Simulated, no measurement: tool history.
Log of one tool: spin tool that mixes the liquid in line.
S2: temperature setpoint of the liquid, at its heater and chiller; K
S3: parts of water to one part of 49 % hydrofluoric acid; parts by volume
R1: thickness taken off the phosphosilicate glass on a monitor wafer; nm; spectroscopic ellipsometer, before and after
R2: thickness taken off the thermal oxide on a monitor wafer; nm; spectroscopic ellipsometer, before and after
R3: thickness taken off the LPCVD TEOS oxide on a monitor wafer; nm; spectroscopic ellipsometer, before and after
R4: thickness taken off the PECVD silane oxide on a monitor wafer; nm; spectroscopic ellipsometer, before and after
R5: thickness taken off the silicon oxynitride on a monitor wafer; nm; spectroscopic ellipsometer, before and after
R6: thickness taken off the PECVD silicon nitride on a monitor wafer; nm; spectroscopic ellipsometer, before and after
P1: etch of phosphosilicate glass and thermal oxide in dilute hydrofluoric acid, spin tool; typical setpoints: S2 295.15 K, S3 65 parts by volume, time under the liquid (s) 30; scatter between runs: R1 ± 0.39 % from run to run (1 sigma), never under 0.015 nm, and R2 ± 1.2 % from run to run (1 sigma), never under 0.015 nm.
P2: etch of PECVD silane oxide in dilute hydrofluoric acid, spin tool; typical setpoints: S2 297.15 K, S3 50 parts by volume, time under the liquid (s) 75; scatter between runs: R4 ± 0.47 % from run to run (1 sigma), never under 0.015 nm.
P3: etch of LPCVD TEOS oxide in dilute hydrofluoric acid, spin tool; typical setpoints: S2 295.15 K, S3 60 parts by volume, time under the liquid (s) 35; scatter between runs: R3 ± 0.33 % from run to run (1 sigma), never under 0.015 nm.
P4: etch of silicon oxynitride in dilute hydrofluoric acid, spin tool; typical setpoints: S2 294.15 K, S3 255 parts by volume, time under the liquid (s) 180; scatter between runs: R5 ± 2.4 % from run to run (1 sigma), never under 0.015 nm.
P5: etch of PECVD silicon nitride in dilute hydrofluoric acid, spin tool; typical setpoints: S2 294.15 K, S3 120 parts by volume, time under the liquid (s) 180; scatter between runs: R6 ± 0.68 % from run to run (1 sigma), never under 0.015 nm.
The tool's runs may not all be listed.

run 1 day=0.308 | process_that_ran=P1 S2=295.15 S3=65 time_under_the_liquid_(s)=30 | R1=39.252 R2=2.0696
run 2 day=0.879 | process_that_ran=P3 S2=291.15 S3=60 time_under_the_liquid_(s)=35 | R3=26.613
run 3 day=1.517 | process_that_ran=P1 S2=295.15 S3=115 time_under_the_liquid_(s)=30 | R1=20.855 R2=1.1302
run 4 day=2.133 | process_that_ran=P2 S2=297.15 S3=85 time_under_the_liquid_(s)=75 | R4=23.092
run 5 day=2.579 | process_that_ran=P1 S2=295.15 S3=65 time_under_the_liquid_(s)=30 | R1=39.188 R2=2.0727
run 6 day=2.921 | process_that_ran=P4 S2=294.15 S3=255 time_under_the_liquid_(s)=180 | R5=0.95999
run 7 day=3.604 | process_that_ran=P5 S2=294.15 S3=120 time_under_the_liquid_(s)=180 | R6=3.4528
run 8 day=4.071 | process_that_ran=P1 S2=290.15 S3=90 time_under_the_liquid_(s)=30 | R1=22.189 R2=1.2012
run 9 day=4.742 | process_that_ran=P2 S2=297.15 S3=50 time_under_the_liquid_(s)=75 | R4=41.163
run 10 day=5.275 | process_that_ran=P1 S2=295.15 S3=65 time_under_the_liquid_(s)=30 | R1=38.843 R2=2.035
run 11 day=5.708 | process_that_ran=P3 S2=295.15 S3=60 time_under_the_liquid_(s)=35 | R3=31.613
run 12 day=6.192 | process_that_ran=P1 S2=295.15 S3=65 time_under_the_liquid_(s)=65 | R1=84.494 R2=4.5921
run 13 day=6.788 | process_that_ran=P2 S2=297.15 S3=50 time_under_the_liquid_(s)=75 | R4=41.01
run 14 day=7.158 | process_that_ran=P1 S2=295.15 S3=65 time_under_the_liquid_(s)=30 | R1=39.439 R2=2.0756
run 15 day=7.825 | process_that_ran=P5 S2=294.15 S3=40 time_under_the_liquid_(s)=180 | R6=10.168
run 16 day=8.325 | process_that_ran=P4 S2=294.15 S3=255 time_under_the_liquid_(s)=265 | R5=1.3305
run 17 day=8.658 | process_that_ran=P4 S2=294.15 S3=470 time_under_the_liquid_(s)=180 | R5=0.41997
run 18 day=9.208 | process_that_ran=P1 S2=295.15 S3=35 time_under_the_liquid_(s)=30 | R1=75.867 R2=4.0222
run 19 day=9.704 | process_that_ran=P3 S2=295.15 S3=60 time_under_the_liquid_(s)=70 | R3=63.211
run 20 day=10.162 | process_that_ran=P1 S2=295.15 S3=65 time_under_the_liquid_(s)=15 | R1=19.614 R2=1.0352
run 21 day=10.646 | process_that_ran=P4 S2=294.15 S3=255 time_under_the_liquid_(s)=180 | R5=0.95819
run 22 day=11.275 | process_that_ran=P5 S2=294.15 S3=120 time_under_the_liquid_(s)=180 | R6=3.4059
run 23 day=11.75 | process_that_ran=P1 S2=295.15 S3=65 time_under_the_liquid_(s)=30 | R1=39.069 R2=2.0642
run 24 day=12.125 | process_that_ran=P5 S2=298.65 S3=120 time_under_the_liquid_(s)=180 | R6=4.6195
run 25 day=12.55 | process_that_ran=P5 S2=294.15 S3=120 time_under_the_liquid_(s)=15 | R6=0.29518
run 26 day=12.979 | process_that_ran=P2 S2=303.65 S3=50 time_under_the_liquid_(s)=75 | R4=53.461
run 27 day=13.692 | process_that_ran=P1 S2=295.15 S3=35 time_under_the_liquid_(s)=55 | R1=137.25 R2=7.2606
run 28 day=14.121 | process_that_ran=P1 S2=301.15 S3=65 time_under_the_liquid_(s)=30 | R1=50.107 R2=2.5958
-- day=14.158 hydrofluoric acid flow meter replaced
run 29 day=14.733 | process_that_ran=P3 S2=295.15 S3=30 time_under_the_liquid_(s)=35 | R3=65.507
run 30 day=15.071 | process_that_ran=P2 S2=297.15 S3=50 time_under_the_liquid_(s)=30 | R4=16.508
run 31 day=15.379 | process_that_ran=P1 S2=290.15 S3=65 time_under_the_liquid_(s)=30 | R1=31.801 R2=1.6832
run 32 day=15.8 | process_that_ran=P1 S2=300.65 S3=25 time_under_the_liquid_(s)=30 | R1=135.1 R2=7.154
run 33 day=16.3 | process_that_ran=P4 S2=301.15 S3=255 time_under_the_liquid_(s)=180 | R5=1.2559
run 34 day=16.762 | process_that_ran=P1 S2=295.15 S3=65 time_under_the_liquid_(s)=30 | R1=39.482 R2=2.0734
run 35 day=17.383 | process_that_ran=P1 S2=295.15 S3=65 time_under_the_liquid_(s)=30 | R1=37.451 R2=1.9895
run 36 day=18.012 | process_that_ran=P1 S2=295.15 S3=65 time_under_the_liquid_(s)=30 | R1=36.849 R2=1.9233
run 37 day=18.704 | process_that_ran=P1 S2=295.15 S3=65 time_under_the_liquid_(s)=30 | R1=36.036 R2=1.9734
run 38 day=19.012 | process_that_ran=P1 S2=295.15 S3=65 time_under_the_liquid_(s)=30 | R1=36.073 R2=1.8818

What does the tool deliver on the next run?
run 39 day=19.658 | process_that_ran=P1 S2=295.15 S3=65 time_under_the_liquid_(s)=30 | R1=? R2=?

{"run 39": {"R1": 36.053, "R2": 1.9239}}

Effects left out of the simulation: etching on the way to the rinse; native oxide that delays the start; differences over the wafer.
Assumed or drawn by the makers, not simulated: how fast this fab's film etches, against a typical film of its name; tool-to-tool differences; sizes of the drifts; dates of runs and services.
